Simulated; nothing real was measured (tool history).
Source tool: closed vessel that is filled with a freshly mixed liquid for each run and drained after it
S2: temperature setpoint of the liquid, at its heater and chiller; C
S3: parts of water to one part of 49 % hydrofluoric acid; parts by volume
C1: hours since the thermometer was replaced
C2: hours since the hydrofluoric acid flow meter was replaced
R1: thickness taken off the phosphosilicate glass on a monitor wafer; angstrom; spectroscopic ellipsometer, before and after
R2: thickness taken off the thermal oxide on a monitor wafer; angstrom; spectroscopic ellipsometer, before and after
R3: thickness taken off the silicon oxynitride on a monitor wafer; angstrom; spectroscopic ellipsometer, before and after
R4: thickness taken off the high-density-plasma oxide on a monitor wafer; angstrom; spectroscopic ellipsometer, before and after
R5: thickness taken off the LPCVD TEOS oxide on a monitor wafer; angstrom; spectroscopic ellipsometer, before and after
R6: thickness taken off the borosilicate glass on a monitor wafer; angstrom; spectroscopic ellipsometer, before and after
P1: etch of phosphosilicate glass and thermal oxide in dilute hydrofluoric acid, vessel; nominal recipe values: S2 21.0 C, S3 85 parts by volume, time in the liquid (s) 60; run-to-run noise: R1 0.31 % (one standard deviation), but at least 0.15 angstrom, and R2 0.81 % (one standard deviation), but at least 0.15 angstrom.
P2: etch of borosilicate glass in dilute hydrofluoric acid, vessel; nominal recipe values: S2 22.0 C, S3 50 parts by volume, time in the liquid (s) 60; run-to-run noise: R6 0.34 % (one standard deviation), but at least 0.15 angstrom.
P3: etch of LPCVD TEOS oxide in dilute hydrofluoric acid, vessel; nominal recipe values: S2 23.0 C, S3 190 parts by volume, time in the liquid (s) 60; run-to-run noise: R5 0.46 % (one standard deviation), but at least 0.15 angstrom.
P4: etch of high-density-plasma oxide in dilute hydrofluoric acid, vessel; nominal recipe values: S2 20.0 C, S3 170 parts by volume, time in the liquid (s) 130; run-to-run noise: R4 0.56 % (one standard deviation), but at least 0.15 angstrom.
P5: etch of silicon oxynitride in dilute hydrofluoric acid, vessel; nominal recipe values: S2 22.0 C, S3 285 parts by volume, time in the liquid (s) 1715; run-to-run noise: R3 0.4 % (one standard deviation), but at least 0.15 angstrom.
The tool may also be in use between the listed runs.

{"run": 1, "hour": 8.6, "process that ran": "P1", "S2": 21.0, "S3": 85, "time in the liquid (s)": 60, "C1": 1183.0, "C2": 694.9, "R1": 777.67, "R2": 29.877}
{"run": 2, "hour": 16.6, "process that ran": "P1", "S2": 21.0, "S3": 50, "time in the liquid (s)": 60, "C1": 1191.0, "C2": 702.9, "R1": 1379.7, "R2": 53.196}
{"run": 3, "hour": 26.9, "process that ran": "P5", "S2": 22.0, "S3": 470, "time in the liquid (s)": 1715, "C1": 1201.3, "C2": 713.2, "R3": 38.156}
{"run": 4, "hour": 37.1, "process that ran": "P4", "S2": 20.0, "S3": 40, "time in the liquid (s)": 130, "C1": 1211.5, "C2": 723.4, "R4": 271.04}
{"run": 5, "hour": 42.8, "process that ran": "P1", "S2": 21.0, "S3": 85, "time in the liquid (s)": 60, "C1": 1217.2, "C2": 729.1, "R1": 774.26, "R2": 30.544}
{"run": 6, "hour": 48.0, "process that ran": "P1", "S2": 21.0, "S3": 85, "time in the liquid (s)": 60, "C1": 1222.4, "C2": 734.3, "R1": 777.23, "R2": 30.415}
{"run": 7, "hour": 53.6, "process that ran": "P1", "S2": 27.0, "S3": 85, "time in the liquid (s)": 60, "C1": 1228.0, "C2": 739.9, "R1": 987.58, "R2": 38.527}
{"run": 8, "hour": 62.4, "process that ran": "P3", "S2": 23.0, "S3": 190, "time in the liquid (s)": 60, "C1": 1236.8, "C2": 748.7, "R5": 72.278}
{"run": 9, "hour": 69.8, "process that ran": "P1", "S2": 21.0, "S3": 85, "time in the liquid (s)": 30, "C1": 1244.2, "C2": 756.1, "R1": 388.88, "R2": 15.471}
{"run": 10, "hour": 75.5, "process that ran": "P5", "S2": 17.5, "S3": 285, "time in the liquid (s)": 1715, "C1": 1249.9, "C2": 761.8, "R3": 57.223}
{"run": 11, "hour": 83.6, "process that ran": "P4", "S2": 20.0, "S3": 170, "time in the liquid (s)": 130, "C1": 1258.0, "C2": 769.9, "R4": 55.675}
{"run": 12, "hour": 92.2, "process that ran": "P5", "S2": 22.0, "S3": 285, "time in the liquid (s)": 1715, "C1": 1266.6, "C2": 778.5, "R3": 69.801}
{"run": 13, "hour": 102.4, "process that ran": "P3", "S2": 23.0, "S3": 190, "time in the liquid (s)": 60, "C1": 1276.8, "C2": 788.7, "R5": 71.672}
{"run": 14, "hour": 107.6, "process that ran": "P1", "S2": 21.0, "S3": 85, "time in the liquid (s)": 100, "C1": 1282.0, "C2": 793.9, "R1": 1296.3, "R2": 50.76}
{"run": 15, "hour": 118.2, "process that ran": "P4", "S2": 28.0, "S3": 170, "time in the liquid (s)": 130, "C1": 1292.6, "C2": 804.5, "R4": 75.498}
{"run": 16, "hour": 128.6, "process that ran": "P3", "S2": 23.0, "S3": 345, "time in the liquid (s)": 60, "C1": 1303.0, "C2": 814.9, "R5": 33.623}
{"run": 17, "hour": 138.9, "process that ran": "P3", "S2": 28.5, "S3": 190, "time in the liquid (s)": 60, "C1": 1313.3, "C2": 825.2, "R5": 88.003}
{"run": 18, "hour": 147.2, "process that ran": "P1", "S2": 17.5, "S3": 150, "time in the liquid (s)": 60, "C1": 1321.6, "C2": 833.5, "R1": 356.71, "R2": 14.094}
{"run": 19, "hour": 154.5, "process that ran": "P1", "S2": 17.0, "S3": 85, "time in the liquid (s)": 60, "C1": 1328.9, "C2": 840.8, "R1": 659.07, "R2": 25.764}
{"run": 20, "hour": 159.3, "process that ran": "P2", "S2": 22.0, "S3": 50, "time in the liquid (s)": 60, "C1": 1333.7, "C2": 845.6, "R6": 640.92}
{"run": 21, "hour": 167.7, "process that ran": "P2", "S2": 22.0, "S3": 50, "time in the liquid (s)": 110, "C1": 1342.1, "C2": 854.0, "R6": 1179.3}
{"run": 22, "hour": 178.0, "process that ran": "P1", "S2": 17.0, "S3": 85, "time in the liquid (s)": 30, "C1": 1352.4, "C2": 864.3, "R1": 328.99, "R2": 13.234}
{"run": 23, "hour": 186.9, "process that ran": "P2", "S2": 29.0, "S3": 50, "time in the liquid (s)": 60, "C1": 1361.3, "C2": 873.2, "R6": 852.26}
{"run": 24, "hour": 194.1, "process that ran": "P1", "S2": 21.0, "S3": 85, "time in the liquid (s)": 60, "C1": 1368.5, "C2": 880.4, "R1": 777.24, "R2": 30.767}
{"run": 25, "hour": 199.9, "process that ran": "P3", "S2": 23.0, "S3": 190, "time in the liquid (s)": 90, "C1": 1374.3, "C2": 886.2, "R5": 107.1}
{"run": 26, "hour": 207.9, "process that ran": "P5", "S2": 22.0, "S3": 285, "time in the liquid (s)": 2870, "C1": 1382.3, "C2": 894.2, "R3": 116.78}
{"run": 27, "hour": 218.6, "process that ran": "P1", "S2": 21.0, "S3": 130, "time in the liquid (s)": 60, "C1": 1393.0, "C2": 904.9, "R1": 483.3, "R2": 18.486}
{"run": 28, "hour": 224.4, "process that ran": "P2", "S2": 22.0, "S3": 20, "time in the liquid (s)": 60, "C1": 1398.8, "C2": 910.7, "R6": 1660.3}
{"run": 29, "hour": 229.9, "process that ran": "P4", "S2": 20.0, "S3": 170, "time in the liquid (s)": 220, "C1": 1404.3, "C2": 916.2, "R4": 92.398}
{"run": 30, "hour": 240.3, "process that ran": "P1", "S2": 21.0, "S3": 85, "time in the liquid (s)": 60, "C1": 1414.7, "C2": 926.6, "R1": 776.19, "R2": 30.708}
{"run": 31, "hour": 249.2, "process that ran": "P1", "S2": 21.0, "S3": 85, "time in the liquid (s)": 60, "C1": 1423.6, "C2": 935.5, "R1": 815.02, "R2": 32.058}
{"run": 32, "hour": 258.5, "process that ran": "P1", "S2": 21.0, "S3": 85, "time in the liquid (s)": 60, "C1": 1432.9, "C2": 944.8, "R1": 838.04, "R2": 32.786}
{"run": 33, "hour": 265.8, "process that ran": "P1", "S2": 21.0, "S3": 85, "time in the liquid (s)": 60, "C1": 1440.2, "C2": 952.1, "R1": 849.32, "R2": 33.426}
{"run": 34, "hour": 274.1, "process that ran": "P1", "S2": 21.0, "S3": 85, "time in the liquid (s)": 60, "C1": 1448.5, "C2": 960.4, "R1": 851.0, "R2": 33.347}
{"run": 35, "hour": 280.5, "process that ran": "P1", "S2": 21.0, "S3": 85, "time in the liquid (s)": 60, "C1": 1454.9, "C2": 966.8, "R1": 855.82, "R2": 33.362}
{"run": 36, "hour": 287.6, "process that ran": "P1", "S2": 21.0, "S3": 85, "time in the liquid (s)": 60, "C1": 1462.0, "C2": 973.9, "R1": 860.56, "R2": 33.477}
{"run": 37, "hour": 294.8, "process that ran": "P1", "S2": 21.0, "S3": 85, "time in the liquid (s)": 60, "C1": 1469.2, "C2": 981.1, "R1": 861.56, "R2": 33.701}

Compared with where it was, what P1 gives has crept away. Each cause listed below fits the log as well as the rest, at the size given for it:
A: hydrofluoric acid flow above the setpoint (%) = 9.52
B: liquid hotter than its thermometer reads (K) = 2.45
The onset of the drift is placed at about hour 240.3.

Which of the check runs below tells the causes apart, meaning the causes would give it clearly different results? Each run uses 2 wafers whose results are averaged, and each result is shown as a question mark.
{"run": "check 1", "hour": 302.0, "process that ran": "P4", "S2": 25.0, "S3": 55, "time in the liquid (s)": 130, "R4": "?"}
{"run": "check 2", "hour": 302.0, "process that ran": "P3", "S2": 23.0, "S3": 330, "time in the liquid (s)": 60, "R5": "?"}
{"run": "check 3", "hour": 302.0, "process that ran": "P5", "S2": 17.5, "S3": 285, "time in the liquid (s)": 2545, "R3": "?"}
{"run": "check 4", "hour": 302.0, "process that ran": "P2", "S2": 22.0, "S3": 50, "time in the liquid (s)": 85, "R6": "?"}

Outcome of each check run for each possible cause:
check=check_1 result=R4 if_A=263.400 if_B=263.730
check=check_2 result=R5 if_A=40.396 if_B=39.025
check=check_3 result=R3 if_A=94.116 if_B=94.689
check=check_4 result=R6 if_A=998.20 if_B=1003.10
Distance between the nearest two causes, measured in the result of the check that separates them most: check 1 0.13 %; check 2 3.45 %; check 3 0.61 %; check 4 0.49 %
Check 2 is the one run that separates the causes; every other check would come out nearly the same whichever cause is at work.

Here is what check 2 returned: R5 39.166 angstrom. Which cause is it?

It is B: liquid hotter than its thermometer reads (K).
